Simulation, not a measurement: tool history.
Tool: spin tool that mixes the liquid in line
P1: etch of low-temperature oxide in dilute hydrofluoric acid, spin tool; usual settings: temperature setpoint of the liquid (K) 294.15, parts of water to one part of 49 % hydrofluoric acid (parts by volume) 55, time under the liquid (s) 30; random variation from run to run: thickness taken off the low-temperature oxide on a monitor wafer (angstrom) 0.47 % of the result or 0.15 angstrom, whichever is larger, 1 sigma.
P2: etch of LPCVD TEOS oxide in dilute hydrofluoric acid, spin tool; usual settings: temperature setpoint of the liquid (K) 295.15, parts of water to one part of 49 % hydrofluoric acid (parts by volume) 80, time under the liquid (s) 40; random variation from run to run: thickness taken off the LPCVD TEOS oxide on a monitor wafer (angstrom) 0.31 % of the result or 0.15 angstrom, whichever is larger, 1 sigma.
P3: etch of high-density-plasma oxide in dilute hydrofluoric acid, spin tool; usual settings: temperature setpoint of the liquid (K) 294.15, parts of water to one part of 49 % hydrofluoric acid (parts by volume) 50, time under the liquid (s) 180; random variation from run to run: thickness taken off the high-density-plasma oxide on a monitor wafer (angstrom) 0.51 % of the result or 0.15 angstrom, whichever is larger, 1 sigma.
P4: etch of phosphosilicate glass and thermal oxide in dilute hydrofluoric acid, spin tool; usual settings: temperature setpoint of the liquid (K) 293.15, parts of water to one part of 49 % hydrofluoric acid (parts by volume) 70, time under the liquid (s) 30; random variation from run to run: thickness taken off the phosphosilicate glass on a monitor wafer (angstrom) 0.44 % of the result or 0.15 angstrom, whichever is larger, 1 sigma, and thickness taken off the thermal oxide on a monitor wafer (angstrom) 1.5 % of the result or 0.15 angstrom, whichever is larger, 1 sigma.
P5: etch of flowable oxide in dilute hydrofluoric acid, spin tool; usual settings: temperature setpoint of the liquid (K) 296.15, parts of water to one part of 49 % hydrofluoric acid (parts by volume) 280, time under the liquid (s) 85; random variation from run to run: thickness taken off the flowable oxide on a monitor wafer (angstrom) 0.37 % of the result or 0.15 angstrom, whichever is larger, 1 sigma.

run   hour  process that ran  temperature setpoint of the liquid (K)  parts of water to one part of 49 % hydrofluoric acid (parts by volume)  time under the liquid (s)  hours since the thermometer was replaced  hours since the hydrofluoric acid flow meter was replaced  thickness taken off the low-temperature oxide on a monitor wafer (angstrom)  thickness taken off the phosphosilicate glass on a monitor wafer (angstrom)  thickness taken off the thermal oxide on a monitor wafer (angstrom)  thickness taken off the flowable oxide on a monitor wafer (angstrom)  thickness taken off the LPCVD TEOS oxide on a monitor wafer (angstrom)  thickness taken off the high-density-plasma oxide on a monitor wafer (angstrom)
  1   11.5                P1                                  294.15                                                                      55                         30                                     498.1                                                      462.4                                                                      122.820
  2   23.2                P4                                  293.15                                                                      70                         30                                     509.8                                                      474.1                                                                                                                                                    315.97                                                               17.325
  3   37.4                P5                                  296.15                                                                     515                         85                                     524.0                                                      488.3                                                                                                                                                                                                                                                                                               38.897
  4   50.4                P1                                  294.15                                                                     105                         55                                     537.0                                                      501.3                                                                      110.400
  5   66.9                P4                                  293.15                                                                      35                         30                                     553.5                                                      517.8                                                                                                                                                    657.35                                                               36.634
  6   77.9                P1                                  294.15                                                                      55                         30                                     564.5                                                      528.8                                                                      121.990
  7   87.7                P1                                  294.15                                                                      85                         30                                     574.3                                                      538.6                                                                       76.312
  8  100.0                P2                                  295.15                                                                      80                         65                                     586.6                                                      550.9                                                                                                                                                                                                                                                                                                                                                                       435.34
  9  117.1                P1                                  294.15                                                                      20                         30                                     603.7                                                      568.0                                                                      352.700
 10  128.3                P5                                  296.15                                                                     280                         85                                     614.9                                                      579.2                                                                                                                                                                                                                                                                                               88.052
 11  146.6                P2                                  290.15                                                                      80                         40                                     633.2                                                      597.5                                                                                                                                                                                                                                                                                                                                                                       218.14
 12  156.7                P1                                  294.15                                                                      55                         30                                     643.3                                                      607.6                                                                      122.400
 13  170.9                P2                                  295.15                                                                      80                         40                                     657.5                                                      621.8                                                                                                                                                                                                                                                                                                                                                                       267.70
 14  180.1                P3                                  299.65                                                                      50                        180                                     666.7                                                      631.0                                                                                                                                                                                                                                                                                                                                                                                                                                                       246.080
 15  198.4                P1                                  294.15                                                                      55                         30                                     685.0                                                      649.3                                                                      121.560
 16  209.7                P1                                  298.65                                                                      90                         30                                     696.3                                                      660.6                                                                       86.187
 17  226.7                P4                                  293.15                                                                      70                         45                                     713.3                                                      677.6                                                                                                                                                    473.52                                                               25.718
 18  243.5                P1                                  294.15                                                                      55                         30                                     730.1                                                      694.4                                                                      122.400
 19  258.1                P3                                  294.15                                                                      50                        180                                     744.7                                                      709.0                                                                                                                                                                                                                                                                                                                                                                                                                                                       196.540
 20  274.4                P1                                  294.15                                                                      55                         45                                     761.0                                                      725.3                                                                      184.530
 21  286.9                P4                                  290.15                                                                      70                         30                                     773.5                                                      737.8                                                                                                                                                    276.08                                                               15.341
 22  304.4                P1                                  290.15                                                                      55                         30                                     791.0                                                      755.3                                                                      103.450
 23  318.1                P1                                  294.15                                                                      55                         15                                     804.7                                                      769.0                                                                       61.524
 24  335.2                P3                                  294.15                                                                      50                         50                                     821.8                                                      786.1                                                                                                                                                                                                                                                                                                                                                                                                                                                        55.022
 25  352.5                P5                                  301.15                                                                     280                         85                                     839.1                                                      803.4                                                                                                                                                                                                                                                                                              104.190
 26  368.0                P2                                  295.15                                                                      45                         40                                     854.6                                                      818.9                                                                                                                                                                                                                                                                                                                                                                       500.68
 27  383.3                P1                                  300.15                                                                      55                         30                                     869.9                                                      834.2                                                                      157.040
 28  395.5                P5                                  296.15                                                                     280                        160                                     882.1                                                      846.4                                                                                                                                                                                                                                                                                              165.000
 29  411.3                P3                                  294.15                                                                      20                        180                                     897.9                                                      862.2                                                                                                                                                                                                                                                                                                                                                                                                                                                       510.980
 30  420.6                P4                                  293.15                                                                      70                         30                                     907.2                                                      871.5                                                                                                                                                    315.60                                                               16.811
 31  435.6                P1                                  294.15                                                                      55                         30                                     922.2                                                      886.5                                                                      121.710

Forecast run 32:
 32  447.1                P1                                  294.15                                                                      55                         30                                     933.7                                                      898.0                                                                            ?

Run 32 gave thickness taken off the low-temperature oxide on a monitor wafer (angstrom) 119.980.
